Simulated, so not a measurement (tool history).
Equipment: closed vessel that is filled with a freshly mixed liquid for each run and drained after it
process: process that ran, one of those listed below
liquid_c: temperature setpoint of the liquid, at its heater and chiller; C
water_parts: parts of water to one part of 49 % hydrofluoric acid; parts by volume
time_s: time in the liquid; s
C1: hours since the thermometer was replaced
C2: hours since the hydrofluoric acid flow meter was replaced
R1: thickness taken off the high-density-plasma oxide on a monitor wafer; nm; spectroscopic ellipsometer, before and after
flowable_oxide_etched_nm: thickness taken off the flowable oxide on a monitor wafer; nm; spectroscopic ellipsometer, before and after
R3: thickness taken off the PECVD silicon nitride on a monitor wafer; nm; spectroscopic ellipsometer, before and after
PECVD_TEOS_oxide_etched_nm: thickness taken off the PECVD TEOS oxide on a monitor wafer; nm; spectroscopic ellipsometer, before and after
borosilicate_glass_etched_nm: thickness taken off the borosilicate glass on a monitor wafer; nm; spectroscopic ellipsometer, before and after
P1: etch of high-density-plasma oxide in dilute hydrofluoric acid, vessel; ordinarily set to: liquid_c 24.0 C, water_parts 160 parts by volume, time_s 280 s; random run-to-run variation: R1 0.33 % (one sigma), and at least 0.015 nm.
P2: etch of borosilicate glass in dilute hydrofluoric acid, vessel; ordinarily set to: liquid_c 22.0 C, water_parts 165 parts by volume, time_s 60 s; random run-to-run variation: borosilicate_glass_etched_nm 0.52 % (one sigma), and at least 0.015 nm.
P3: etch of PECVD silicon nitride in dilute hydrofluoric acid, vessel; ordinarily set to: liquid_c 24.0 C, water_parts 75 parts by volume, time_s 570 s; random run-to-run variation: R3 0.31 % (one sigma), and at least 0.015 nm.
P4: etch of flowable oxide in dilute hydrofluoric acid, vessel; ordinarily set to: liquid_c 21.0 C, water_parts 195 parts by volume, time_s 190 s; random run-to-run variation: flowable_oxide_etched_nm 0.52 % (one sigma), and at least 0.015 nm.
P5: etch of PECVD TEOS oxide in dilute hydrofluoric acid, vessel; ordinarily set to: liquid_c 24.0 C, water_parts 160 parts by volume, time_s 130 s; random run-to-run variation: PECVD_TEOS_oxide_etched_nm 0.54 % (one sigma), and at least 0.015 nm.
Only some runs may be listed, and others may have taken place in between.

run 1 hour=6.2 | process=P1 liquid_c=24.0 water_parts=160 time_s=280 | C1=186.4 C2=183.8 | R1=8.14560
run 2 hour=17.6 | process=P1 liquid_c=24.0 water_parts=160 time_s=280 | C1=197.8 C2=195.2 | R1=8.17760
run 3 hour=25.1 | process=P4 liquid_c=21.0 water_parts=195 time_s=345 | C1=205.3 C2=202.7 | flowable_oxide_etched_nm=76.710
run 4 hour=39.2 | process=P1 liquid_c=24.0 water_parts=265 time_s=280 | C1=219.4 C2=216.8 | R1=4.36330
-- hour=42.5 thermometer replaced
run 5 hour=50.6 | process=P4 liquid_c=29.0 water_parts=195 time_s=190 | C1=8.1 C2=228.2 | flowable_oxide_etched_nm=56.581
run 6 hour=57.7 | process=P3 liquid_c=24.0 water_parts=75 time_s=80 | C1=15.2 C2=235.3 | R3=3.4448
run 7 hour=67.6 | process=P1 liquid_c=24.0 water_parts=160 time_s=280 | C1=25.1 C2=245.2 | R1=8.10920
run 8 hour=74.9 | process=P4 liquid_c=21.0 water_parts=45 time_s=190 | C1=32.4 C2=252.5 | flowable_oxide_etched_nm=217.650
run 9 hour=86.2 | process=P5 liquid_c=24.0 water_parts=160 time_s=55 | C1=43.7 C2=263.8 | PECVD_TEOS_oxide_etched_nm=2.7896
run 10 hour=95.5 | process=P2 liquid_c=22.0 water_parts=165 time_s=60 | C1=53.0 C2=273.1 | borosilicate_glass_etched_nm=13.7840
run 11 hour=103.1 | process=P3 liquid_c=24.0 water_parts=135 time_s=570 | C1=60.6 C2=280.7 | R3=13.8170
run 12 hour=109.4 | process=P4 liquid_c=21.0 water_parts=195 time_s=190 | C1=66.9 C2=287.0 | flowable_oxide_etched_nm=42.233
run 13 hour=122.5 | process=P2 liquid_c=17.0 water_parts=165 time_s=60 | C1=80.0 C2=300.1 | borosilicate_glass_etched_nm=11.1480
run 14 hour=135.7 | process=P2 liquid_c=22.0 water_parts=165 time_s=110 | C1=93.2 C2=313.3 | borosilicate_glass_etched_nm=24.8680
run 15 hour=148.3 | process=P1 liquid_c=24.0 water_parts=160 time_s=280 | C1=105.8 C2=325.9 | R1=8.13000
run 16 hour=160.4 | process=P2 liquid_c=22.0 water_parts=165 time_s=60 | C1=117.9 C2=338.0 | borosilicate_glass_etched_nm=13.6600
run 17 hour=173.3 | process=P2 liquid_c=22.0 water_parts=250 time_s=60 | C1=130.8 C2=350.9 | borosilicate_glass_etched_nm=8.2809
run 18 hour=185.8 | process=P4 liquid_c=21.0 water_parts=195 time_s=190 | C1=143.3 C2=363.4 | flowable_oxide_etched_nm=42.324
run 19 hour=193.5 | process=P1 liquid_c=24.0 water_parts=160 time_s=30 | C1=151.0 C2=371.1 | R1=0.86924
run 20 hour=207.0 | process=P1 liquid_c=20.0 water_parts=160 time_s=280 | C1=164.5 C2=384.6 | R1=6.99340
run 21 hour=218.5 | process=P5 liquid_c=24.0 water_parts=160 time_s=130 | C1=176.0 C2=396.1 | PECVD_TEOS_oxide_etched_nm=6.6197
run 22 hour=232.3 | process=P1 liquid_c=30.5 water_parts=160 time_s=280 | C1=189.8 C2=409.9 | R1=10.30900
run 23 hour=240.4 | process=P3 liquid_c=24.0 water_parts=75 time_s=570 | C1=197.9 C2=418.0 | R3=24.7870
run 24 hour=247.4 | process=P3 liquid_c=24.0 water_parts=75 time_s=570 | C1=204.9 C2=425.0 | R3=24.6100
run 25 hour=253.6 | process=P1 liquid_c=24.0 water_parts=100 time_s=280 | C1=211.1 C2=431.2 | R1=14.02300
run 26 hour=263.9 | process=P1 liquid_c=24.0 water_parts=160 time_s=280 | C1=221.4 C2=441.5 | R1=8.11470
run 27 hour=277.7 | process=P1 liquid_c=24.0 water_parts=160 time_s=415 | C1=235.2 C2=455.3 | R1=12.07600
run 28 hour=284.5 | process=P5 liquid_c=30.0 water_parts=160 time_s=130 | C1=242.0 C2=462.1 | PECVD_TEOS_oxide_etched_nm=8.1174
run 29 hour=293.3 | process=P1 liquid_c=24.0 water_parts=160 time_s=280 | C1=250.8 C2=470.9 | R1=8.14490
run 30 hour=301.9 | process=P5 liquid_c=24.0 water_parts=60 time_s=130 | C1=259.4 C2=479.5 | PECVD_TEOS_oxide_etched_nm=19.7800
run 31 hour=309.0 | process=P3 liquid_c=17.0 water_parts=75 time_s=570 | C1=266.5 C2=486.6 | R3=15.2630
run 32 hour=320.6 | process=P1 liquid_c=27.0 water_parts=105 time_s=280 | C1=278.1 C2=498.2 | R1=14.90000
run 33 hour=330.2 | process=P1 liquid_c=24.0 water_parts=160 time_s=280 | C1=287.7 C2=507.8 | R1=8.15770
run 34 hour=343.6 | process=P1 liquid_c=24.0 water_parts=160 time_s=280 | C1=301.1 C2=521.2 | R1=7.88560
run 35 hour=357.0 | process=P1 liquid_c=24.0 water_parts=160 time_s=280 | C1=314.5 C2=534.6 | R1=7.77740
run 36 hour=368.8 | process=P1 liquid_c=24.0 water_parts=160 time_s=280 | C1=326.3 C2=546.4 | R1=7.73390
run 37 hour=382.0 | process=P1 liquid_c=24.0 water_parts=160 time_s=280 | C1=339.5 C2=559.6 | R1=7.67550
run 38 hour=389.4 | process=P1 liquid_c=24.0 water_parts=160 time_s=280 | C1=346.9 C2=567.0 | R1=7.64850
run 39 hour=396.5 | process=P1 liquid_c=24.0 water_parts=160 time_s=280 | C1=354.0 C2=574.1 | R1=7.66410
run 40 hour=410.2 | process=P1 liquid_c=24.0 water_parts=160 time_s=280 | C1=367.7 C2=587.8 | R1=7.65140
run 41 hour=422.1 | process=P1 liquid_c=24.0 water_parts=160 time_s=280 | C1=379.6 C2=599.7 | R1=7.59930

Compared with where it was, what P1 gives has crept away. Each cause listed below fits the log as well as the rest, at the size given for it:
A: liquid colder than its thermometer reads (K) = 1.69
B: hydrofluoric acid flow below the setpoint (%) = 5.31
Onset of the creep was near hour 330.2.

The check runs listed below each take one wafer, and their results are still question marks. Under which run would the listed causes lead to clearly different results?
run check 1 hour=434.0 | process=P2 liquid_c=17.0 water_parts=165 time_s=95 | borosilicate_glass_etched_nm=?
run check 2 hour=434.0 | process=P3 liquid_c=24.0 water_parts=105 time_s=570 | R3=?
run check 3 hour=434.0 | process=P5 liquid_c=27.0 water_parts=160 time_s=75 | PECVD_TEOS_oxide_etched_nm=?
run check 4 hour=434.0 | process=P4 liquid_c=24.0 water_parts=55 time_s=190 | flowable_oxide_etched_nm=?

Predicted outcomes, by check and by cause:
check=check_1 result=borosilicate_glass_etched_nm if_A=16.5090 if_B=16.6080
check=check_2 result=R3 if_A=15.8260 if_B=16.7710
check=check_3 result=PECVD_TEOS_oxide_etched_nm if_A=3.9764 if_B=3.9662
check=check_4 result=flowable_oxide_etched_nm if_A=184.980 if_B=187.060
Smallest distance between any two causes, each pair judged by its most separating result, in per cent: check 1 0.6 %; check 2 5.8 %; check 3 0.26 %; check 4 1.12 %
Check 2 tells the causes apart: in the others they would give nearly the same result.

Then check 2 was run and gave: R3 15.8770 nm. Which cause is it?

Of the candidate causes, it is A: liquid colder than its thermometer reads (K).
